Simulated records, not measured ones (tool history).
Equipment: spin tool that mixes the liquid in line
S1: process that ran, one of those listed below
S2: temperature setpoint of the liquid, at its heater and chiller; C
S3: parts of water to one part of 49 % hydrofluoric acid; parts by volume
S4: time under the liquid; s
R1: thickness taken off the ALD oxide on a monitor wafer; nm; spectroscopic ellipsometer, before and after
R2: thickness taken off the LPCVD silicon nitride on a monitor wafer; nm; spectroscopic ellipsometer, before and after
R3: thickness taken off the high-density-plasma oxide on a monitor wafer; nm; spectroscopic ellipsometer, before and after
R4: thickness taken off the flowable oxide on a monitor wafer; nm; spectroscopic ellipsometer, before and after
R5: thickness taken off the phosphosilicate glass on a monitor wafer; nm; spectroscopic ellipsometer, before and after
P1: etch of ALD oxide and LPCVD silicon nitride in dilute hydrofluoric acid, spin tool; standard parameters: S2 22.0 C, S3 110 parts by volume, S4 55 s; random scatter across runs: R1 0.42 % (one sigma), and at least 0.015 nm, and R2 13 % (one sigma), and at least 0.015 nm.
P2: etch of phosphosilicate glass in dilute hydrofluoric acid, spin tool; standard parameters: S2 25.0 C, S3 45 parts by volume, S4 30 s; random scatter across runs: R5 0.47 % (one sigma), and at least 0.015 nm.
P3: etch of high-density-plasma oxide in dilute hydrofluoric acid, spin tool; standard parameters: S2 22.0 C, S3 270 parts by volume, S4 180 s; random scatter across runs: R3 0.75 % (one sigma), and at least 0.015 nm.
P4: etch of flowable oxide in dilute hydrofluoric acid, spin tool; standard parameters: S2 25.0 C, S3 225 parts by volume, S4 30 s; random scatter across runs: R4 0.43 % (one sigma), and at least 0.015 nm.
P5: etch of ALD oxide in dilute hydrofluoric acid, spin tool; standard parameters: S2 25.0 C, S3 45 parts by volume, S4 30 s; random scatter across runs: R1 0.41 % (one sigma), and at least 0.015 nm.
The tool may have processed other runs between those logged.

run 1 hour=4.8 | S1=P1 S2=22.0 S3=110 S4=55 | R1=11.9430 R2=0.186300
run 2 hour=10.8 | S1=P3 S2=22.0 S3=270 S4=325 | R3=6.2153
run 3 hour=14.8 | S1=P3 S2=22.0 S3=60 S4=180 | R3=19.7670
run 4 hour=18.3 | S1=P4 S2=25.0 S3=225 S4=30 | R4=8.1791
run 5 hour=24.2 | S1=P1 S2=22.0 S3=110 S4=100 | R1=21.5290 R2=0.286580
run 6 hour=29.4 | S1=P1 S2=22.0 S3=110 S4=55 | R1=11.8640 R2=0.175920
run 7 hour=34.6 | S1=P4 S2=25.0 S3=390 S4=30 | R4=3.9784
run 8 hour=37.8 | S1=P3 S2=30.0 S3=270 S4=180 | R3=4.6278
run 9 hour=43.6 | S1=P1 S2=22.0 S3=190 S4=55 | R1=6.2827 R2=0.090378
run 10 hour=50.2 | S1=P1 S2=22.0 S3=160 S4=95 | R1=13.2040 R2=0.197080
run 11 hour=55.2 | S1=P5 S2=25.0 S3=45 S4=30 | R1=9.9582
run 12 hour=61.0 | S1=P2 S2=25.0 S3=45 S4=30 | R5=75.238
run 13 hour=65.0 | S1=P1 S2=22.0 S3=60 S4=55 | R1=23.0790 R2=0.396960
run 14 hour=71.0 | S1=P1 S2=22.0 S3=110 S4=55 | R1=11.7870 R2=0.201900
run 15 hour=75.2 | S1=P5 S2=25.0 S3=45 S4=50 | R1=16.4490
run 16 hour=80.8 | S1=P2 S2=25.0 S3=60 S4=30 | R5=55.528
run 17 hour=84.9 | S1=P1 S2=17.0 S3=110 S4=55 | R1=9.5737 R2=0.134890
run 18 hour=89.4 | S1=P5 S2=17.5 S3=45 S4=30 | R1=7.2329
run 19 hour=95.8 | S1=P1 S2=22.0 S3=65 S4=85 | R1=32.6230 R2=0.512910
run 20 hour=99.8 | S1=P1 S2=22.0 S3=110 S4=55 | R1=11.8260 R2=0.184980
run 21 hour=104.0 | S1=P1 S2=22.0 S3=110 S4=55 | R1=11.7810 R2=0.180070
run 22 hour=109.0 | S1=P1 S2=28.0 S3=110 S4=55 | R1=14.8650 R2=0.366120
run 23 hour=112.5 | S1=P1 S2=22.0 S3=110 S4=15 | R1=3.2479 R2=0.085591
run 24 hour=117.1 | S1=P2 S2=25.0 S3=45 S4=30 | R5=74.937
run 25 hour=120.3 | S1=P3 S2=22.0 S3=270 S4=180 | R3=3.4851
run 26 hour=126.6 | S1=P2 S2=30.5 S3=45 S4=30 | R5=93.228
run 27 hour=130.8 | S1=P4 S2=25.0 S3=225 S4=15 | R4=4.1327
run 28 hour=136.9 | S1=P3 S2=22.0 S3=270 S4=180 | R3=3.5052
run 29 hour=140.8 | S1=P5 S2=25.0 S3=75 S4=30 | R1=5.7098
run 30 hour=144.1 | S1=P2 S2=25.0 S3=45 S4=15 | R5=37.145
run 31 hour=147.4 | S1=P4 S2=31.5 S3=225 S4=30 | R4=10.3540

The next listed run, before its measurement:
run 32 hour=153.4 | S1=P1 S2=22.0 S3=110 S4=55 | R1=? R2=?

Logged for run 32: R1 11.8390 nm, R2 0.217380 nm.
